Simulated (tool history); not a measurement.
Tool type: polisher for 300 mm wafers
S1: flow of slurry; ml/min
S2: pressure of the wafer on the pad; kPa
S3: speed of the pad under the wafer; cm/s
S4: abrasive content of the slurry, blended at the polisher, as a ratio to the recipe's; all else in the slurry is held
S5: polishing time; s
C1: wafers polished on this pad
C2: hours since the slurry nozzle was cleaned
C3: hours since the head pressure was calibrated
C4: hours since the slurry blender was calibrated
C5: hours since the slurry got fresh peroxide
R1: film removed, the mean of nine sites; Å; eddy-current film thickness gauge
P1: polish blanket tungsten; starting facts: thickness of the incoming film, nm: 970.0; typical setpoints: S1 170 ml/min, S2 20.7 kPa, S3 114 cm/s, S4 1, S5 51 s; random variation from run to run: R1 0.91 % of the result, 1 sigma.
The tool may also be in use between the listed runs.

run   hour   S1    S2   S3    S4  S5    C1     C2     C3     C4     C5      R1
  1     15  170  20.7  114     1  51   253  542.9  591.4  167.4   27.5  2505.5
  2   27.6  170  26.9  114     1  51   354  555.5    604    180   40.1    3184
  3   39.5  255  20.7  114     1  51   449  567.4  615.9  191.9     52  2613.5
  4   50.9  170    11  114     1  70   540  578.8  627.3  203.3   63.4  1860.9
  5   65.3  170  20.7  114     1  51   656  593.2  641.7  217.7   77.8  2492.1
  6   76.4  170  20.7  114     1  51   745  604.3  652.8  228.8   88.9  2531.6
  7   85.5  170  20.7  114     1  51   818  613.4  661.9  237.9     98  2485.9
  8  101.6  110  20.7  114     1  51   946  629.5    678    254  114.1  2271.9
     116.6  -- worn pad replaced by a new one
  9  117.5  170  20.7   54     1  51     7  645.4  693.9  269.9    130  1197.7
 10  127.7  170  20.7  114     1  51    88  655.6  704.1  280.1  140.2  2513.3
     131.8  -- head pressure recalibrated
     133.7  -- slurry tank refilled with fresh slurry and peroxide
 11  140.8  170  20.7  114  0.55  51   193  668.7      9  293.2    7.1  2180.2
 12  152.9  170  20.7  114   1.5  51   290  680.8   21.1  305.3   19.2  2720.6
 13  164.3  170  20.7  114     1  51   382  692.2   32.5  316.7   30.6  2499.5
 14  172.7  170  20.7  114     1  51   449  700.6   40.9  325.1     39  2512.5
 15  189.1  170  20.7  114     1  79   580    717   57.3  341.5   55.4  3834.3
 16  206.3  170  20.7  114     1  29   718  734.2   74.5  358.7   72.6  1417.3
     215.4  -- slurry nozzle cleaned
 17  218.3  170  20.7  168     1  51   814    2.9   86.5  370.7   84.6  3651.6
 18  226.2  170  14.5  114     1  51   877   10.8   94.4  378.6   92.5  1760.6
 19  242.1  170  20.7  114     1  51  1005   26.7  110.3  394.5  108.4  2459.9
 20  257.8  170  20.7  114     1  51  1130   42.4    126  410.2  124.1  2354.2

Estimate the outcome of run 21 from the log above:
 21  273.1  170  20.7  114   1  51  1253  57.7  141.3  425.5  139.4   ?

{"run 21": {"R1": 2347}}
